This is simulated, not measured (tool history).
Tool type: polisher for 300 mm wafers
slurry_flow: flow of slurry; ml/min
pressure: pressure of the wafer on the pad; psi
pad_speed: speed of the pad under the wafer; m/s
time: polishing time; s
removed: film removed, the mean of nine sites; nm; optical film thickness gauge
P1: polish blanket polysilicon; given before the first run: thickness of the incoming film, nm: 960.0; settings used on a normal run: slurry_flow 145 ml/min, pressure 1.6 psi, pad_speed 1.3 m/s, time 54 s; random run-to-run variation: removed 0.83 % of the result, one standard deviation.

| run | hour | slurry_flow | pressure | pad_speed | time | wafers polished on this pad | hours since the slurry nozzle was cleaned | hours since the head pressure was calibrated | removed |
|---|---|---|---|---|---|---|---|---|---|
| 1 | 11.2 | 145 | 1.6 | 1.3 | 54 | 892 | 453.2 | 127.8 | 325.25 |
| 2 | 18.3 | 85 | 1.6 | 1.3 | 54 | 986 | 460.3 | 134.9 | 290.05 |
| 3 | 26.5 | 145 | 1.6 | 1.3 | 54 | 1094 | 468.5 | 143.1 | 329.39 |
| 4 | 41.6 | 145 | 1 | 1.3 | 54 | 1294 | 483.6 | 158.2 | 204.49 |
| 5 | 53 | 145 | 1.6 | 1.3 | 54 | 1445 | 495 | 169.6 | 327.16 |
| 6 | 66.5 | 225 | 1.6 | 1.3 | 54 | 1623 | 508.5 | 183.1 | 348.63 |
| 7 | 73.6 | 145 | 1.6 | 2 | 54 | 1717 | 515.6 | 190.2 | 506.04 |
| 8 | 81.6 | 145 | 1.6 | 1.3 | 75 | 1823 | 523.6 | 198.2 | 453.42 |
| 9 | 91.7 | 145 | 1.6 | 1.3 | 54 | 1957 | 533.7 | 208.3 | 328.87 |
| 10 | 103.1 | 145 | 1.1 | 1.3 | 74 | 2108 | 545.1 | 219.7 | 309.74 |
| 11 | 116.5 | 145 | 2.5 | 1.3 | 54 | 2285 | 558.5 | 233.1 | 516.14 |
| 12 | 124.3 | 145 | 1.6 | 0.82 | 54 | 2388 | 566.3 | 240.9 | 208.67 |
| 13 | 131.6 | 145 | 1.6 | 1.3 | 54 | 2485 | 573.6 | 248.2 | 328.32 |
| 14 | 140.1 | 110 | 1.6 | 1.3 | 36 | 2597 | 582.1 | 256.7 | 203.62 |
| 15 | 155 | 145 | 1.6 | 1.3 | 54 | 2794 | 597 | 271.6 | 324.68 |
| 16 | 162.9 | 85 | 1.6 | 0.7 | 54 | 2899 | 604.9 | 279.5 | 154.03 |
| 17 | 176.4 | 145 | 1.6 | 1.3 | 25 | 3077 | 618.4 | 293 | 150.85 |
| 18 | 183.9 | 145 | 1.6 | 1.3 | 54 | 3177 | 625.9 | 300.5 | 325.9 |
| 19 | 195.1 | 145 | 1.6 | 1.3 | 54 | 3325 | 637.1 | 311.7 | 320.23 |

For run 20, what comes out?
| 20 | 208.3 | 145 | 1.6 | 1.3 | 54 | 3499 | 650.3 | 324.9 | ? |

For run 20 the tool returned removed 311.74 nm.
